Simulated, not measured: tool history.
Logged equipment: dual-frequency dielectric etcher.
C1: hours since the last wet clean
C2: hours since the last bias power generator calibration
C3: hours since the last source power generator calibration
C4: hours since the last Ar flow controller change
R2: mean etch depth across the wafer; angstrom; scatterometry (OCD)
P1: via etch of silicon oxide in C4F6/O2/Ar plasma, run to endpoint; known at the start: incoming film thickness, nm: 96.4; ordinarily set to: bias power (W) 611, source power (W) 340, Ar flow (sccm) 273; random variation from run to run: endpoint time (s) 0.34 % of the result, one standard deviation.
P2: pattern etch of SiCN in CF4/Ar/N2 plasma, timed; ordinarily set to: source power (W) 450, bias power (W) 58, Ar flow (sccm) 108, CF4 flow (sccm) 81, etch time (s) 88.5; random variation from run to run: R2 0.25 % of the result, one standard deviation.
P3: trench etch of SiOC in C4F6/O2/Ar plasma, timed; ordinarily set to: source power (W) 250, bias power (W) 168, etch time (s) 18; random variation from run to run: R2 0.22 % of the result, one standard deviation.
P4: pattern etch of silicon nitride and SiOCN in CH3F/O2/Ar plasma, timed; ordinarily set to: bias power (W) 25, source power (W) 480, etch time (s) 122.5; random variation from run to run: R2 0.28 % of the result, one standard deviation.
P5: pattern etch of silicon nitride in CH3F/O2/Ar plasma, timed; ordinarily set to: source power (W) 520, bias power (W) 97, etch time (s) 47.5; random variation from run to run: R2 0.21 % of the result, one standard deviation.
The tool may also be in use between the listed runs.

run 1 day=0.217 | process_that_ran=P1 bias_power_(W)=611 source_power_(W)=340 Ar_flow_(sccm)=273 | C1=177.7 C2=954.7 C3=2195.2 C4=651.2 | endpoint_time_(s)=20.555
run 2 day=0.529 | process_that_ran=P2 bias_power_(W)=58 source_power_(W)=330 Ar_flow_(sccm)=108 CF4_flow_(sccm)=81 etch_time_(s)=88.5 | C1=185.2 C2=962.2 C3=2202.7 C4=658.7 | R2=533.68
run 3 day=0.817 | process_that_ran=P2 bias_power_(W)=40 source_power_(W)=450 Ar_flow_(sccm)=108 CF4_flow_(sccm)=81 etch_time_(s)=88.5 | C1=192.1 C2=969.1 C3=2209.6 C4=665.6 | R2=627.09
run 4 day=1.021 | process_that_ran=P1 bias_power_(W)=611 source_power_(W)=280 Ar_flow_(sccm)=273 | C1=197 C2=974 C3=2214.5 C4=670.5 | endpoint_time_(s)=22.042
run 5 day=1.212 | process_that_ran=P3 bias_power_(W)=168 source_power_(W)=250 etch_time_(s)=18 | C1=201.6 C2=978.6 C3=2219.1 C4=675.1 | R2=306.51
run 6 day=1.412 | process_that_ran=P2 bias_power_(W)=58 source_power_(W)=450 Ar_flow_(sccm)=108 CF4_flow_(sccm)=65 etch_time_(s)=88.5 | C1=206.4 C2=983.4 C3=2223.9 C4=679.9 | R2=678.17
run 7 day=1.675 | process_that_ran=P1 bias_power_(W)=403 source_power_(W)=210 Ar_flow_(sccm)=273 | C1=212.7 C2=989.7 C3=2230.2 C4=686.2 | endpoint_time_(s)=28.724
run 8 day=1.867 | process_that_ran=P4 bias_power_(W)=35 source_power_(W)=480 etch_time_(s)=122.5 | C1=217.3 C2=994.3 C3=2234.8 C4=690.8 | R2=220.28
run 9 day=2.117 | process_that_ran=P1 bias_power_(W)=611 source_power_(W)=340 Ar_flow_(sccm)=273 | C1=223.3 C2=1000.3 C3=2240.8 C4=696.8 | endpoint_time_(s)=20.501
run 10 day=2.425 | process_that_ran=P5 bias_power_(W)=97 source_power_(W)=520 etch_time_(s)=47.5 | C1=230.7 C2=1007.7 C3=2248.2 C4=704.2 | R2=425.91
run 11 day=2.704 | process_that_ran=P2 bias_power_(W)=58 source_power_(W)=450 Ar_flow_(sccm)=84 CF4_flow_(sccm)=81 etch_time_(s)=88.5 | C1=237.4 C2=1014.4 C3=2254.9 C4=710.9 | R2=730.05
run 12 day=2.946 | process_that_ran=P1 bias_power_(W)=611 source_power_(W)=340 Ar_flow_(sccm)=273 | C1=243.2 C2=1020.2 C3=2260.7 C4=716.7 | endpoint_time_(s)=20.547
run 13 day=3.158 | process_that_ran=P1 bias_power_(W)=611 source_power_(W)=340 Ar_flow_(sccm)=178 | C1=248.3 C2=1025.3 C3=2265.8 C4=721.8 | endpoint_time_(s)=19.587
run 14 day=3.492 | process_that_ran=P1 bias_power_(W)=611 source_power_(W)=420 Ar_flow_(sccm)=273 | C1=256.3 C2=1033.3 C3=2273.8 C4=729.8 | endpoint_time_(s)=18.937
run 15 day=3.712 | process_that_ran=P2 bias_power_(W)=58 source_power_(W)=450 Ar_flow_(sccm)=108 CF4_flow_(sccm)=81 etch_time_(s)=88.5 | C1=261.6 C2=1038.6 C3=2279.1 C4=735.1 | R2=705.1
run 16 day=3.946 | process_that_ran=P2 bias_power_(W)=58 source_power_(W)=450 Ar_flow_(sccm)=108 CF4_flow_(sccm)=81 etch_time_(s)=88.5 | C1=267.2 C2=1044.2 C3=2284.7 C4=740.7 | R2=702.2
run 17 day=4.129 | process_that_ran=P1 bias_power_(W)=731 source_power_(W)=340 Ar_flow_(sccm)=273 | C1=271.6 C2=1048.6 C3=2289.1 C4=745.1 | endpoint_time_(s)=19.122
run 18 day=4.408 | process_that_ran=P1 bias_power_(W)=611 source_power_(W)=340 Ar_flow_(sccm)=273 | C1=278.3 C2=1055.3 C3=2295.8 C4=751.8 | endpoint_time_(s)=20.621
-- day=4.471 bias power generator calibrated
run 19 day=4.712 | process_that_ran=P5 bias_power_(W)=97 source_power_(W)=520 etch_time_(s)=47.5 | C1=285.6 C2=5.9 C3=2303.1 C4=759.1 | R2=426.3
run 20 day=5.042 | process_that_ran=P3 bias_power_(W)=168 source_power_(W)=250 etch_time_(s)=25 | C1=293.5 C2=13.8 C3=2311 C4=767 | R2=426.53
run 21 day=5.246 | process_that_ran=P3 bias_power_(W)=228 source_power_(W)=250 etch_time_(s)=18 | C1=298.4 C2=18.7 C3=2315.9 C4=771.9 | R2=339.81
run 22 day=5.538 | process_that_ran=P1 bias_power_(W)=426 source_power_(W)=340 Ar_flow_(sccm)=273 | C1=305.4 C2=25.7 C3=2322.9 C4=778.9 | endpoint_time_(s)=23.402
run 23 day=5.833 | process_that_ran=P4 bias_power_(W)=25 source_power_(W)=650 etch_time_(s)=122.5 | C1=312.5 C2=32.8 C3=2330 C4=786 | R2=208.64
run 24 day=6.021 | process_that_ran=P4 bias_power_(W)=25 source_power_(W)=480 etch_time_(s)=75 | C1=317 C2=37.3 C3=2334.5 C4=790.5 | R2=115.79
run 25 day=6.225 | process_that_ran=P1 bias_power_(W)=611 source_power_(W)=340 Ar_flow_(sccm)=273 | C1=321.9 C2=42.2 C3=2339.4 C4=795.4 | endpoint_time_(s)=20.383
run 26 day=6.55 | process_that_ran=P1 bias_power_(W)=845 source_power_(W)=340 Ar_flow_(sccm)=365 | C1=329.7 C2=50 C3=2347.2 C4=803.2 | endpoint_time_(s)=18.502
run 27 day=6.762 | process_that_ran=P3 bias_power_(W)=168 source_power_(W)=340 etch_time_(s)=18 | C1=334.8 C2=55.1 C3=2352.3 C4=808.3 | R2=343.89
run 28 day=6.962 | process_that_ran=P1 bias_power_(W)=611 source_power_(W)=340 Ar_flow_(sccm)=369 | C1=339.6 C2=59.9 C3=2357.1 C4=813.1 | endpoint_time_(s)=21.244
run 29 day=7.283 | process_that_ran=P4 bias_power_(W)=25 source_power_(W)=480 etch_time_(s)=122.5 | C1=347.3 C2=67.6 C3=2364.8 C4=820.8 | R2=188.13
run 30 day=7.454 | process_that_ran=P5 bias_power_(W)=115 source_power_(W)=520 etch_time_(s)=47.5 | C1=351.4 C2=71.7 C3=2368.9 C4=824.9 | R2=453.66
run 31 day=7.771 | process_that_ran=P4 bias_power_(W)=25 source_power_(W)=480 etch_time_(s)=122.5 | C1=359 C2=79.3 C3=2376.5 C4=832.5 | R2=188.35
run 32 day=8.012 | process_that_ran=P2 bias_power_(W)=58 source_power_(W)=450 Ar_flow_(sccm)=108 CF4_flow_(sccm)=81 etch_time_(s)=50.5 | C1=364.8 C2=85.1 C3=2382.3 C4=838.3 | R2=401.28
run 33 day=8.162 | process_that_ran=P5 bias_power_(W)=97 source_power_(W)=520 etch_time_(s)=28.5 | C1=368.4 C2=88.7 C3=2385.9 C4=841.9 | R2=255.71
run 34 day=8.404 | process_that_ran=P5 bias_power_(W)=97 source_power_(W)=310 etch_time_(s)=47.5 | C1=374.2 C2=94.5 C3=2391.7 C4=847.7 | R2=352.69
run 35 day=8.638 | process_that_ran=P1 bias_power_(W)=611 source_power_(W)=340 Ar_flow_(sccm)=273 | C1=379.8 C2=100.1 C3=2397.3 C4=853.3 | endpoint_time_(s)=20.505
run 36 day=8.95 | process_that_ran=P1 bias_power_(W)=611 source_power_(W)=340 Ar_flow_(sccm)=273 | C1=387.3 C2=107.6 C3=2404.8 C4=860.8 | endpoint_time_(s)=20.276
run 37 day=9.254 | process_that_ran=P1 bias_power_(W)=611 source_power_(W)=340 Ar_flow_(sccm)=273 | C1=394.6 C2=114.9 C3=2412.1 C4=868.1 | endpoint_time_(s)=20.238
run 38 day=9.458 | process_that_ran=P1 bias_power_(W)=611 source_power_(W)=340 Ar_flow_(sccm)=273 | C1=399.5 C2=119.8 C3=2417 C4=873 | endpoint_time_(s)=20.143
-- day=9.788 Ar flow controller replaced
run 39 day=9.788 | process_that_ran=P1 bias_power_(W)=611 source_power_(W)=340 Ar_flow_(sccm)=273 | C1=407.4 C2=127.7 C3=2424.9 C4=0 | endpoint_time_(s)=20.096
-- day=9.85 wet clean of the chamber
run 40 day=9.988 | process_that_ran=P1 bias_power_(W)=611 source_power_(W)=340 Ar_flow_(sccm)=273 | C1=3.3 C2=132.5 C3=2429.7 C4=4.8 | endpoint_time_(s)=20.194
run 41 day=10.188 | process_that_ran=P1 bias_power_(W)=611 source_power_(W)=340 Ar_flow_(sccm)=273 | C1=8.1 C2=137.3 C3=2434.5 C4=9.6 | endpoint_time_(s)=20.096
run 42 day=10.408 | process_that_ran=P1 bias_power_(W)=611 source_power_(W)=340 Ar_flow_(sccm)=273 | C1=13.4 C2=142.6 C3=2439.8 C4=14.9 | endpoint_time_(s)=20.087
run 43 day=10.588 | process_that_ran=P1 bias_power_(W)=611 source_power_(W)=340 Ar_flow_(sccm)=273 | C1=17.7 C2=146.9 C3=2444.1 C4=19.2 | endpoint_time_(s)=20.173
run 44 day=10.792 | process_that_ran=P1 bias_power_(W)=611 source_power_(W)=340 Ar_flow_(sccm)=273 | C1=22.6 C2=151.8 C3=2449 C4=24.1 | endpoint_time_(s)=20.156

P1 no longer gives what it gave before; its output has crept away from where it was. The following 2 causes, each at its listed size, fit the log equally well:
A: source power that arrives over what is set, % = 4.73
B: bias power that arrives over what is set, % = 4.44
At approximately day 8.638, the process output began to creep.
Other possible causes, and why each is ruled out:
chamber walls in a state that raises the etch rate, %: serviced at day 9.85, which brought nothing back
Ar flow that arrives under what is set, %: serviced at day 9.788, which brought nothing back

Listed below are the offered check runs, one wafer per run, with question marks in place of results. For which of them would the causes give clearly different outcomes?
run check 1 day=10.996 | process_that_ran=P3 bias_power_(W)=168 source_power_(W)=320 etch_time_(s)=18 | R2=?
run check 2 day=10.996 | process_that_ran=P4 bias_power_(W)=25 source_power_(W)=640 etch_time_(s)=75.5 | R2=?
run check 3 day=10.996 | process_that_ran=P2 bias_power_(W)=58 source_power_(W)=450 Ar_flow_(sccm)=108 CF4_flow_(sccm)=81 etch_time_(s)=69.5 | R2=?
run check 4 day=10.996 | process_that_ran=P5 bias_power_(W)=97 source_power_(W)=330 etch_time_(s)=47.5 | R2=?

Expected result of each check under each candidate cause:
check=check_1 result=R2 if_A=343.64 if_B=342.22
check=check_2 result=R2 if_A=130.34 if_B=130.75
check=check_3 result=R2 if_A=576.55 if_B=561.4
check=check_4 result=R2 if_A=366.71 if_B=366.32
How far apart the two closest causes lie, in the result that separates them most: check 1 0.41 %; check 2 0.32 %; check 3 2.66 %; check 4 0.11 %
Check 3 distinguishes between the causes, while the remaining checks would return nearly the same result for all of them.

After running check 3, the following was obtained: R2 579.34 angstrom. Which cause does this point to?

The correct cause is A, namely: source power that arrives over what is set, %.
